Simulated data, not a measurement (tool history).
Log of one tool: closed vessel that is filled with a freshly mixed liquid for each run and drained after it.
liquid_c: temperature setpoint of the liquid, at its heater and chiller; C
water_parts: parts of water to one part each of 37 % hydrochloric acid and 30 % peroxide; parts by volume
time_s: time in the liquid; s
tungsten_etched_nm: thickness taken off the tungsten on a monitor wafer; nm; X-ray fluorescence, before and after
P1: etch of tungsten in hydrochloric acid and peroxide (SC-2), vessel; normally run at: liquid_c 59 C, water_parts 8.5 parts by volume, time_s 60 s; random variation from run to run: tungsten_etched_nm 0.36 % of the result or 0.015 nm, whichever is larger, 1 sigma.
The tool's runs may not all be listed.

run    day  liquid_c  water_parts  time_s  hours since the thermometer was replaced  hours since the chemicals flow meter was replaced  hours since the drum of peroxide was connected  tungsten_etched_nm
  1  0.458        59          8.5      60                                     441.6                                              443.9                                             415              21.873
  2  0.975        45          8.5      60                                       454                                              456.3                                           427.4              8.6774
  3  1.367        72          8.5      60                                     463.4                                              465.7                                           436.8              47.969
  4  1.754        59          8.5      30                                     472.7                                                475                                           446.1              10.858
  5  2.367        59          8.5      60                                     487.4                                              489.7                                           460.8              21.883
  6  3.108        59          8.5     100                                     505.2                                              507.5                                           478.6              36.166
     3.704  -- new drum of peroxide connected
  7  3.821      44.5         11.5      60                                     522.3                                              524.6                                             2.9              6.4992
  8  4.254        59           12      60                                     532.7                                                535                                            13.3              16.344
  9  4.675        59          8.5      60                                     542.8                                              545.1                                            23.4              21.844
 10  5.121        59            4      90                                     553.5                                              555.8                                            34.1               57.45
 11  5.558        59            4      60                                       564                                              566.3                                            44.6               38.36
 12  6.117        59            5     115                                     577.4                                              579.7                                              58               62.61
 13  6.471        59          8.5      60                                     585.9                                              588.2                                            66.5              22.001
 14  7.062        59          8.5      60                                     600.1                                              602.4                                            80.7              21.725

The next listed run, before its measurement:
 15  7.575        59          8.5      60                                     612.4                                              614.7                                              93                   ?

{"run 15": {"tungsten_etched_nm": 22.453}}
